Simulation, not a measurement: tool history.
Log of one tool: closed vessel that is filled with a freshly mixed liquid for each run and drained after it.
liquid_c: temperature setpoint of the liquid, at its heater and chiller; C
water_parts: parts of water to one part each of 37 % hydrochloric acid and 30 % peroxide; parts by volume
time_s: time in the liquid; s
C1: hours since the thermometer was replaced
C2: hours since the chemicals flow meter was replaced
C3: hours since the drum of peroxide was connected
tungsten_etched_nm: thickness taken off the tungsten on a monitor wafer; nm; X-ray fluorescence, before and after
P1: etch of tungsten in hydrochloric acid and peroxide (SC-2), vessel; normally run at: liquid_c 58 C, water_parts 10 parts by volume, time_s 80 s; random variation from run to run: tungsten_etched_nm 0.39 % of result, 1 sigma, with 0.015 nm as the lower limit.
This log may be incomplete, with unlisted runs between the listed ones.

Run 1, day 0.388: liquid_c 58 C, water_parts 10 parts by volume, time_s 80 s; C1 668.6; C2 736.8; C3 543.8. Result: tungsten_etched_nm 22.886 nm.
Run 2, day 0.908: liquid_c 58 C, water_parts 10 parts by volume, time_s 155 s; C1 681.1; C2 749.3; C3 556.3. Result: tungsten_etched_nm 43.845 nm.
Run 3, day 1.6: liquid_c 58 C, water_parts 10 parts by volume, time_s 80 s; C1 697.7; C2 765.9; C3 572.9. Result: tungsten_etched_nm 22.977 nm.
Run 4, day 1.979: liquid_c 58 C, water_parts 13.5 parts by volume, time_s 30 s; C1 706.8; C2 775; C3 582. Result: tungsten_etched_nm 6.6218 nm.
Run 5, day 2.471: liquid_c 58 C, water_parts 10 parts by volume, time_s 30 s; C1 718.6; C2 786.8; C3 593.8. Result: tungsten_etched_nm 8.5508 nm.
Run 6, day 2.792: liquid_c 58 C, water_parts 10 parts by volume, time_s 80 s; C1 726.3; C2 794.5; C3 601.5. Result: tungsten_etched_nm 22.854 nm.
Run 7, day 3.4: liquid_c 65 C, water_parts 10 parts by volume, time_s 80 s; C1 740.9; C2 809.1; C3 616.1. Result: tungsten_etched_nm 35.66 nm.
Run 8, day 4.108: liquid_c 48.5 C, water_parts 15.5 parts by volume, time_s 80 s; C1 757.9; C2 826.1; C3 633.1. Result: tungsten_etched_nm 8.4328 nm.
Run 9, day 4.417: liquid_c 42 C, water_parts 10 parts by volume, time_s 80 s; C1 765.3; C2 833.5; C3 640.5. Result: tungsten_etched_nm 7.8535 nm.
Run 10, day 5.1: liquid_c 58 C, water_parts 10 parts by volume, time_s 80 s; C1 781.7; C2 849.9; C3 656.9. Result: tungsten_etched_nm 22.769 nm.
Run 11, day 5.688: liquid_c 58 C, water_parts 4 parts by volume, time_s 80 s; C1 795.8; C2 864; C3 671. Result: tungsten_etched_nm 45.583 nm.
Run 12, day 6.146: liquid_c 58 C, water_parts 10 parts by volume, time_s 80 s; C1 806.8; C2 875; C3 682. Result: tungsten_etched_nm 22.864 nm.
Run 13, day 6.596: liquid_c 72 C, water_parts 10 parts by volume, time_s 125 s; C1 817.6; C2 885.8; C3 692.8. Result: tungsten_etched_nm 83.946 nm.
Run 14, day 7.046: liquid_c 58 C, water_parts 16.5 parts by volume, time_s 80 s; C1 828.4; C2 896.6; C3 703.6. Result: tungsten_etched_nm 14.72 nm.
Run 15, day 7.383: liquid_c 58 C, water_parts 10 parts by volume, time_s 80 s; C1 836.5; C2 904.7; C3 711.7. Result: tungsten_etched_nm 22.836 nm.
Run 16, day 7.917: liquid_c 58 C, water_parts 10 parts by volume, time_s 80 s; C1 849.3; C2 917.5; C3 724.5. Result: tungsten_etched_nm 21.625 nm.
Run 17, day 8.488: liquid_c 58 C, water_parts 10 parts by volume, time_s 80 s; C1 863; C2 931.2; C3 738.2. Result: tungsten_etched_nm 21.143 nm.
At day 8.812: new drum of peroxide connected.
Run 18, day 8.983: liquid_c 58 C, water_parts 10 parts by volume, time_s 80 s; C1 874.9; C2 943.1; C3 4.1. Result: tungsten_etched_nm 20.98 nm.
Run 19, day 9.45: liquid_c 58 C, water_parts 10 parts by volume, time_s 80 s; C1 886.1; C2 954.3; C3 15.3. Result: tungsten_etched_nm 20.802 nm.
Run 20, day 9.85: liquid_c 58 C, water_parts 10 parts by volume, time_s 80 s; C1 895.7; C2 963.9; C3 24.9. Result: tungsten_etched_nm 20.765 nm.
Run 21, day 10.412: liquid_c 58 C, water_parts 10 parts by volume, time_s 80 s; C1 909.2; C2 977.4; C3 38.4. Result: tungsten_etched_nm 20.658 nm.

P1 no longer gives what it gave before; its output has crept away from where it was. The following 2 causes, each at its listed size, fit the log equally well:
A: liquid colder than its thermometer reads (K) = 1.49
B: chemicals flow below the setpoint (%) = 10.7
The gradual shift began around day 7.383.
All other causes, with the reason each is excluded:
peroxide weaker than its label (%): serviced after onset, at day 8.812, with no recovery of the prior output

The 4 check runs listed below each average the results of 2 wafers, and their outcomes are marked with question marks. Under which run would the listed causes produce clearly different results?
Run check 1, day 10.975: liquid_c 43.5 C, water_parts 16 parts by volume, time_s 80 s. Result: tungsten_etched_nm ?.
Run check 2, day 10.975: liquid_c 49.5 C, water_parts 10 parts by volume, time_s 80 s. Result: tungsten_etched_nm ?.
Run check 3, day 10.975: liquid_c 48 C, water_parts 10 parts by volume, time_s 150 s. Result: tungsten_etched_nm ?.
Run check 4, day 10.975: liquid_c 46.5 C, water_parts 4 parts by volume, time_s 80 s. Result: tungsten_etched_nm ?.

Outcome of each check run for each possible cause:
  check              result    if A    if B
check 1  tungsten_etched_nm  5.2353  5.2497
check 2  tungsten_etched_nm  11.865  11.924
check 3  tungsten_etched_nm  20.096  20.214
check 4  tungsten_etched_nm  19.343  19.837
Per-check spread between the two closest causes, in the result where they differ most: check 1 0.28 %; check 2 0.5 %; check 3 0.59 %; check 4 2.52 %
Of the check runs offered, only check 4 discriminates between the causes; the rest would read about the same regardless of which cause applies.

After running check 4, the following was obtained: tungsten_etched_nm 19.772 nm. Which cause does this point to?

The cause is B: chemicals flow below the setpoint (%).
